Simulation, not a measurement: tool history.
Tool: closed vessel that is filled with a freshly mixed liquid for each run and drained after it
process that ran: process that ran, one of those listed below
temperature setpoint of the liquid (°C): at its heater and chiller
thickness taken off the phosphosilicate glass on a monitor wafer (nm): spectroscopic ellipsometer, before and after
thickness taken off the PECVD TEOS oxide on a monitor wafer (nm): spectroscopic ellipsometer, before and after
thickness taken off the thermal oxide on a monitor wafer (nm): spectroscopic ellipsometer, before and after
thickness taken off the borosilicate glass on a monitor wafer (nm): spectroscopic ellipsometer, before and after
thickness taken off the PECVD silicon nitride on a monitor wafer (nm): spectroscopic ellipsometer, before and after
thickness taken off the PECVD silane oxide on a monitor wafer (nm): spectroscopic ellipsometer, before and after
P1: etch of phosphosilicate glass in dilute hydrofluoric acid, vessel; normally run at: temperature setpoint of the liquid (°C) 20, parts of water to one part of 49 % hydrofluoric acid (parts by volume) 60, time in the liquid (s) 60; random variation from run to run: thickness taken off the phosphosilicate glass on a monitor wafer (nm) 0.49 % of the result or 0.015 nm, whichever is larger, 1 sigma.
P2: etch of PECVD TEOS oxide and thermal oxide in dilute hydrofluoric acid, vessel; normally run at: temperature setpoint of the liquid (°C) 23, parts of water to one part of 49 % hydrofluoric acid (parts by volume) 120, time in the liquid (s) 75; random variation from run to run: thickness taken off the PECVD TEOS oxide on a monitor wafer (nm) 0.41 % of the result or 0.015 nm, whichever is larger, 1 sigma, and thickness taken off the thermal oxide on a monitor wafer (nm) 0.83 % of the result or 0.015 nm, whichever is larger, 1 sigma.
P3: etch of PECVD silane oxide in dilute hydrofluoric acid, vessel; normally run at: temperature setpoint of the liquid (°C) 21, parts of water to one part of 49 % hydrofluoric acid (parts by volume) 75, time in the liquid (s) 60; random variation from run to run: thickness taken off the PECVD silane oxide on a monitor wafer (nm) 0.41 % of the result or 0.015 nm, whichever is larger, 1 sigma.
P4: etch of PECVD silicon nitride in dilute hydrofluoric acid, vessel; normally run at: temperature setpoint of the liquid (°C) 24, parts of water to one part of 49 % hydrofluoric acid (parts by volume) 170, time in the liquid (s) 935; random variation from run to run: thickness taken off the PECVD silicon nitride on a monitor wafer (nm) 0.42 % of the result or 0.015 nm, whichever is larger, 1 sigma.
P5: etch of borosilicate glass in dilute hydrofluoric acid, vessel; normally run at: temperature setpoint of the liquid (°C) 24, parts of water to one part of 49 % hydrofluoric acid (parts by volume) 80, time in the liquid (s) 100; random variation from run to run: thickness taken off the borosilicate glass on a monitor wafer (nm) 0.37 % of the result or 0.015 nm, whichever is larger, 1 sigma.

run	hour	process that ran	temperature setpoint of the liquid (°C)	parts of water to one part of 49 % hydrofluoric acid (parts by volume)	time in the liquid (s)	hours since the thermometer was replaced	hours since the hydrofluoric acid flow meter was replaced	thickness taken off the phosphosilicate glass on a monitor wafer (nm)	thickness taken off the PECVD TEOS oxide on a monitor wafer (nm)	thickness taken off the thermal oxide on a monitor wafer (nm)	thickness taken off the borosilicate glass on a monitor wafer (nm)	thickness taken off the PECVD silicon nitride on a monitor wafer (nm)	thickness taken off the PECVD silane oxide on a monitor wafer (nm)
1	16	P1	20	60	60	610.9	284.4	98.03					
2	29.4	P1	20	60	30	624.3	297.8	49.475					
3	45.3	P1	20	60	100	640.2	313.7	162.91					
4	61.3	P1	20	60	60	656.2	329.7	98.92					
5	69.6	P2	23	20	75	664.5	338		59.674	18.65			
6	79.3	P2	23	120	150	674.2	347.7		17.448	5.5169			
7	90.8	P1	20	40	60	685.7	359.2	150.76					
8	106.3	P5	31.5	80	100	701.2	374.7				47.643		
9	118.8	P5	24	35	100	713.7	387.2				85.296		
10	128.1	P2	28.5	120	75	723	396.5		10.895	3.3943			
11	145.7	P4	24	170	1580	740.6	414.1					46.256	
12	159.1	P4	18.5	170	935	754	427.5					19.02	
13	176.8	P1	20	60	60	771.7	445.2	98.509					
14	194	P1	20	60	60	788.9	462.4	98.899					
15	205.9	P1	20	60	60	800.8	474.3	98.859					
16	220.8	P3	21	75	60	815.7	489.2						36.174
17	237.1	P2	23	120	75	832	505.5		8.7825	2.7497			
18	245.5	P3	21	35	60	840.4	513.9						81.186
19	261.7	P5	24	80	55	856.6	530.1				19.521		
20	276.9	P4	24	170	935	871.8	545.3					27.375	
21	291	P2	23	120	75	885.9	559.4		8.8209	2.7459			
22	306.2	P1	27.5	60	60	901.1	574.6	134.07					
23	316.5	P1	17	60	60	911.4	584.9	86.745					
24	325.3	P1	20	60	60	920.2	593.7	98.857					
25	342.4	P3	17	75	60	937.3	610.8						30.422
# hour 350.1: hydrofluoric acid flow meter replaced
26	359.5	P3	21	75	60	954.4	9.4						36.015
27	371.1	P5	24	80	100	966	21				35.237		
28	387.1	P3	21	75	30	982	37						18.133
29	403.9	P4	24	40	935	998.8	53.8					113.57	
30	416.7	P1	20	95	60	1011.6	66.6	59.898					
31	424.9	P1	20	80	90	1019.8	74.8	108.65					
32	442.3	P1	20	60	60	1037.2	92.2	98.659					
33	458	P1	20	60	60	1052.9	107.9	96.523					
34	468.5	P1	20	60	60	1063.4	118.4	95.068					
35	486	P1	20	60	60	1080.9	135.9	93.518					
36	494.8	P1	20	60	60	1089.7	144.7	93.735					
37	508	P1	20	60	60	1102.9	157.9	93.148					
38	518.6	P1	20	60	60	1113.5	168.5	93.008					
39	532.1	P1	20	60	60	1127	182	92.502					
40	549.6	P1	20	60	60	1144.5	199.5	92.407					
41	560.6	P1	20	60	60	1155.5	210.5	92.159					
42	574.1	P1	20	60	60	1169	224	92.543					
43	587.7	P1	20	60	60	1182.6	237.6	92.129					

What P1 gives has crept away from where it was. These 2 causes fit the log equally well, each at the size given:
A: hydrofluoric acid flow below the setpoint (%) = 6.27
B: liquid colder than its thermometer reads (K) = 1.64
The creep began at about hour 442.3.

4 check runs are offered, one wafer each, their results left as question marks. Which one tells the causes apart?
check 1	601.3	P3	17	75	30								?
check 2	601.3	P5	27.5	80	100						?		
check 3	601.3	P4	24	170	1560							?	
check 4	601.3	P2	26	30	75				?	?			

What each check would give under each cause:
check	result	if A	if B
check 1	thickness taken off the PECVD silane oxide on a monitor wafer (nm)	14.243	14.236
check 2	thickness taken off the borosilicate glass on a monitor wafer (nm)	37.754	38.044
check 3	thickness taken off the PECVD silicon nitride on a monitor wafer (nm)	42.831	41.084
check 4	thickness taken off the PECVD TEOS oxide on a monitor wafer (nm)	41.665	41.652
check 4	thickness taken off the thermal oxide on a monitor wafer (nm)	13.035	13.031
How far apart the two closest causes lie, in the result that separates them most: check 1 0.05 %; check 2 0.76 %; check 3 4.16 %; check 4 0.03 %
Only check 3 tells the causes apart: in the others they would give nearly the same result.

Then check 3 was run and gave: thickness taken off the PECVD silicon nitride on a monitor wafer (nm) 42.996. Which cause is it?

It is A: hydrofluoric acid flow below the setpoint (%).

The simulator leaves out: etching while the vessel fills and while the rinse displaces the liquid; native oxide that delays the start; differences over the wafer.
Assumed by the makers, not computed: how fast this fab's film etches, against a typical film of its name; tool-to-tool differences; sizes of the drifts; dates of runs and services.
